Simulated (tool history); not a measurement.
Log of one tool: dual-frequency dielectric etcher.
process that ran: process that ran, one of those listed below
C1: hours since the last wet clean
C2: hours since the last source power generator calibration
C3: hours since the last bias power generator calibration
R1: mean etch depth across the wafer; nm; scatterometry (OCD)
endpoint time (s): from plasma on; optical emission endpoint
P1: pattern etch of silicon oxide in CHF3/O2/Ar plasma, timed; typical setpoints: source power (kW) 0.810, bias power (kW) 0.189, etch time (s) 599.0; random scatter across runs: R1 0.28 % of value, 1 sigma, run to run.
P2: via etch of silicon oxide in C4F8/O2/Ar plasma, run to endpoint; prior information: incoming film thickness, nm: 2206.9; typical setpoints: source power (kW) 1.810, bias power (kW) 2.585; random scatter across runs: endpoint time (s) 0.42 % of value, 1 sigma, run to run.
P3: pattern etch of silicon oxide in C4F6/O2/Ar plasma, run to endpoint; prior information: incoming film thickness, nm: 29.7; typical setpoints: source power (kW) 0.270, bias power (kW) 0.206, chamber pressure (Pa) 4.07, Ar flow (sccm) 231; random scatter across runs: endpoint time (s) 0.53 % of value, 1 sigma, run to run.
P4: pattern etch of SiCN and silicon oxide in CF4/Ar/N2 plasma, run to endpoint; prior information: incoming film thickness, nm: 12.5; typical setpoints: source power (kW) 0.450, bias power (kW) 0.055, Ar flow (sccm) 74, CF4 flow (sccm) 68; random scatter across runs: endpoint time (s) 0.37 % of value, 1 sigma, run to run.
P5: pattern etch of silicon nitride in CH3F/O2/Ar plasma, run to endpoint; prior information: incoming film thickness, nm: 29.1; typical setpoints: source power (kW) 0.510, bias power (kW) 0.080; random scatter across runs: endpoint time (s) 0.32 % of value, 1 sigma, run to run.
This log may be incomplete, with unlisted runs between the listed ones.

run 1 hour=3.8 | process_that_ran=P1 source_power_(kW)=0.810 bias_power_(kW)=0.189 etch_time_(s)=599.0 | C1=264.9 C2=401.8 C3=611.2 | R1=1386.0
run 2 hour=8.9 | process_that_ran=P4 source_power_(kW)=0.300 bias_power_(kW)=0.055 Ar_flow_(sccm)=74 CF4_flow_(sccm)=68 | C1=270.0 C2=406.9 C3=616.3 | endpoint_time_(s)=22.1260
run 3 hour=13.9 | process_that_ran=P1 source_power_(kW)=0.810 bias_power_(kW)=0.189 etch_time_(s)=599.0 | C1=275.0 C2=411.9 C3=621.3 | R1=1388.2
run 4 hour=17.9 | process_that_ran=P3 source_power_(kW)=0.270 bias_power_(kW)=0.206 Ar_flow_(sccm)=231 chamber_pressure_(Pa)=4.07 | C1=279.0 C2=415.9 C3=625.3 | endpoint_time_(s)=9.8780
run 5 hour=23.5 | process_that_ran=P5 source_power_(kW)=0.510 bias_power_(kW)=0.080 | C1=284.6 C2=421.5 C3=630.9 | endpoint_time_(s)=36.6020
run 6 hour=28.0 | process_that_ran=P5 source_power_(kW)=0.360 bias_power_(kW)=0.080 | C1=289.1 C2=426.0 C3=635.4 | endpoint_time_(s)=41.8650
run 7 hour=33.1 | process_that_ran=P4 source_power_(kW)=0.450 bias_power_(kW)=0.055 Ar_flow_(sccm)=74 CF4_flow_(sccm)=84 | C1=294.2 C2=431.1 C3=640.5 | endpoint_time_(s)=14.9460
run 8 hour=38.8 | process_that_ran=P2 source_power_(kW)=1.810 bias_power_(kW)=3.350 | C1=299.9 C2=436.8 C3=646.2 | endpoint_time_(s)=386.7100
-- hour=40.6 source power generator calibrated
run 9 hour=42.7 | process_that_ran=P2 source_power_(kW)=1.810 bias_power_(kW)=2.585 | C1=303.8 C2=2.2 C3=650.1 | endpoint_time_(s)=423.3200
run 10 hour=48.8 | process_that_ran=P4 source_power_(kW)=0.450 bias_power_(kW)=0.055 Ar_flow_(sccm)=54 CF4_flow_(sccm)=68 | C1=309.9 C2=8.3 C3=656.2 | endpoint_time_(s)=14.7090
run 11 hour=53.8 | process_that_ran=P1 source_power_(kW)=0.810 bias_power_(kW)=0.227 etch_time_(s)=599.0 | C1=314.9 C2=13.3 C3=661.2 | R1=1467.5
run 12 hour=56.7 | process_that_ran=P3 source_power_(kW)=0.270 bias_power_(kW)=0.155 Ar_flow_(sccm)=231 chamber_pressure_(Pa)=4.07 | C1=317.8 C2=16.2 C3=664.1 | endpoint_time_(s)=10.7980
run 13 hour=61.9 | process_that_ran=P5 source_power_(kW)=0.510 bias_power_(kW)=0.114 | C1=323.0 C2=21.4 C3=669.3 | endpoint_time_(s)=32.3310
run 14 hour=67.6 | process_that_ran=P1 source_power_(kW)=0.660 bias_power_(kW)=0.189 etch_time_(s)=599.0 | C1=328.7 C2=27.1 C3=675.0 | R1=1274.6
run 15 hour=70.7 | process_that_ran=P1 source_power_(kW)=0.810 bias_power_(kW)=0.189 etch_time_(s)=417.5 | C1=331.8 C2=30.2 C3=678.1 | R1=968.5
run 16 hour=76.0 | process_that_ran=P3 source_power_(kW)=0.270 bias_power_(kW)=0.206 Ar_flow_(sccm)=305 chamber_pressure_(Pa)=4.07 | C1=337.1 C2=35.5 C3=683.4 | endpoint_time_(s)=10.1470
run 17 hour=81.8 | process_that_ran=P1 source_power_(kW)=0.810 bias_power_(kW)=0.189 etch_time_(s)=599.0 | C1=342.9 C2=41.3 C3=689.2 | R1=1384.6
run 18 hour=85.5 | process_that_ran=P1 source_power_(kW)=1.070 bias_power_(kW)=0.189 etch_time_(s)=599.0 | C1=346.6 C2=45.0 C3=692.9 | R1=1538.8
run 19 hour=89.6 | process_that_ran=P1 source_power_(kW)=0.810 bias_power_(kW)=0.224 etch_time_(s)=793.5 | C1=350.7 C2=49.1 C3=697.0 | R1=1939.9
run 20 hour=93.6 | process_that_ran=P2 source_power_(kW)=1.460 bias_power_(kW)=2.585 | C1=354.7 C2=53.1 C3=701.0 | endpoint_time_(s)=456.3800
run 21 hour=98.9 | process_that_ran=P1 source_power_(kW)=0.810 bias_power_(kW)=0.140 etch_time_(s)=599.0 | C1=360.0 C2=58.4 C3=706.3 | R1=1253.5
run 22 hour=102.5 | process_that_ran=P1 source_power_(kW)=0.810 bias_power_(kW)=0.189 etch_time_(s)=599.0 | C1=363.6 C2=62.0 C3=709.9 | R1=1385.4
run 23 hour=108.7 | process_that_ran=P3 source_power_(kW)=0.360 bias_power_(kW)=0.206 Ar_flow_(sccm)=231 chamber_pressure_(Pa)=4.07 | C1=369.8 C2=68.2 C3=716.1 | endpoint_time_(s)=8.7469
run 24 hour=113.2 | process_that_ran=P4 source_power_(kW)=0.450 bias_power_(kW)=0.055 Ar_flow_(sccm)=74 CF4_flow_(sccm)=68 | C1=374.3 C2=72.7 C3=720.6 | endpoint_time_(s)=15.3030
run 25 hour=119.5 | process_that_ran=P1 source_power_(kW)=0.810 bias_power_(kW)=0.189 etch_time_(s)=599.0 | C1=380.6 C2=79.0 C3=726.9 | R1=1386.0

Predict the results of run 26:
run 26 hour=125.4 | process_that_ran=P1 source_power_(kW)=0.810 bias_power_(kW)=0.189 etch_time_(s)=874.0 | C1=386.5 C2=84.9 C3=732.8 | R1=?

R1: 2021.2 nm
